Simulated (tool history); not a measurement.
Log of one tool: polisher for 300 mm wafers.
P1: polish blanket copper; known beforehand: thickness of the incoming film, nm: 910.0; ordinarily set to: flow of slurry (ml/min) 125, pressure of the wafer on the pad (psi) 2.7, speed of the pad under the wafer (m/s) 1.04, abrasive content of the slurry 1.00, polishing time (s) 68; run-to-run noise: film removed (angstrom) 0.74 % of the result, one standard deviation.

| run | hour | flow of slurry (ml/min) | pressure of the wafer on the pad (psi) | speed of the pad under the wafer (m/s) | abrasive content of the slurry | polishing time (s) | wafers polished on this pad | hours since the slurry nozzle was cleaned | hours since the head pressure was calibrated | hours since the slurry blender was calibrated | film removed (angstrom) |
|---|---|---|---|---|---|---|---|---|---|---|---|
| 1 | 18.6 | 125 | 2.7 | 1.04 | 1.00 | 68 | 314 | 384.6 | 583.2 | 95.1 | 1694.10 |
| 2 | 35.7 | 125 | 1.5 | 1.04 | 1.00 | 68 | 477 | 401.7 | 600.3 | 112.2 | 941.19 |
| 3 | 49.1 | 125 | 2.7 | 1.04 | 0.60 | 68 | 605 | 415.1 | 613.7 | 125.6 | 1520.80 |
| 4 | 66.9 | 195 | 2.7 | 1.04 | 1.00 | 68 | 774 | 432.9 | 631.5 | 143.4 | 1836.80 |
| 5 | 79.0 | 125 | 2.7 | 0.48 | 1.00 | 68 | 890 | 445.0 | 643.6 | 155.5 | 771.91 |
| 6 | 88.5 | 125 | 2.7 | 1.04 | 1.00 | 68 | 980 | 454.5 | 653.1 | 165.0 | 1665.70 |
| 7 | 99.0 | 125 | 2.7 | 1.42 | 1.00 | 68 | 1080 | 465.0 | 663.6 | 175.5 | 2336.20 |
| 8 | 113.1 | 75 | 2.7 | 1.04 | 1.00 | 68 | 1214 | 479.1 | 677.7 | 189.6 | 1467.30 |
| 9 | 129.3 | 125 | 2.0 | 1.04 | 1.40 | 68 | 1369 | 495.3 | 693.9 | 205.8 | 1327.20 |
|  | 136.0 | head pressure recalibrated |
| 10 | 139.6 | 125 | 2.7 | 1.04 | 1.00 | 68 | 1467 | 505.6 | 3.6 | 216.1 | 1711.80 |
| 11 | 153.4 | 125 | 2.7 | 1.04 | 1.00 | 68 | 1598 | 519.4 | 17.4 | 229.9 | 1693.40 |
| 12 | 164.5 | 125 | 4.1 | 1.04 | 1.00 | 68 | 1704 | 530.5 | 28.5 | 241.0 | 2581.60 |
| 13 | 172.6 | 125 | 2.7 | 1.04 | 1.00 | 68 | 1781 | 538.6 | 36.6 | 249.1 | 1703.60 |
| 14 | 185.2 | 125 | 2.7 | 1.04 | 1.00 | 33 | 1901 | 551.2 | 49.2 | 261.7 | 820.84 |
| 15 | 203.0 | 125 | 2.7 | 1.04 | 1.45 | 68 | 2071 | 569.0 | 67.0 | 279.5 | 1824.60 |
| 16 | 221.7 | 125 | 2.7 | 1.04 | 1.00 | 68 | 2249 | 587.7 | 85.7 | 298.2 | 1700.90 |
| 17 | 237.0 | 125 | 2.7 | 1.04 | 1.00 | 100 | 2395 | 603.0 | 101.0 | 313.5 | 2484.60 |
| 18 | 248.7 | 125 | 2.7 | 1.04 | 1.00 | 68 | 2506 | 614.7 | 112.7 | 325.2 | 1709.90 |
| 19 | 264.9 | 125 | 2.7 | 1.04 | 1.00 | 68 | 2661 | 630.9 | 128.9 | 341.4 | 1627.20 |
| 20 | 274.1 | 125 | 2.7 | 1.04 | 1.00 | 68 | 2748 | 640.1 | 138.1 | 350.6 | 1583.40 |
| 21 | 283.8 | 125 | 2.7 | 1.04 | 1.00 | 68 | 2841 | 649.8 | 147.8 | 360.3 | 1564.20 |
| 22 | 299.4 | 125 | 2.7 | 1.04 | 1.00 | 68 | 2990 | 665.4 | 163.4 | 375.9 | 1549.30 |

Run 23 has not been measured yet. What should we expect?
|  | 301.1 | worn pad replaced by a new one |
| 23 | 310.7 | 125 | 2.7 | 1.04 | 1.00 | 68 | 91 | 676.7 | 174.7 | 387.2 | ? |

film removed (angstrom): 1529.40

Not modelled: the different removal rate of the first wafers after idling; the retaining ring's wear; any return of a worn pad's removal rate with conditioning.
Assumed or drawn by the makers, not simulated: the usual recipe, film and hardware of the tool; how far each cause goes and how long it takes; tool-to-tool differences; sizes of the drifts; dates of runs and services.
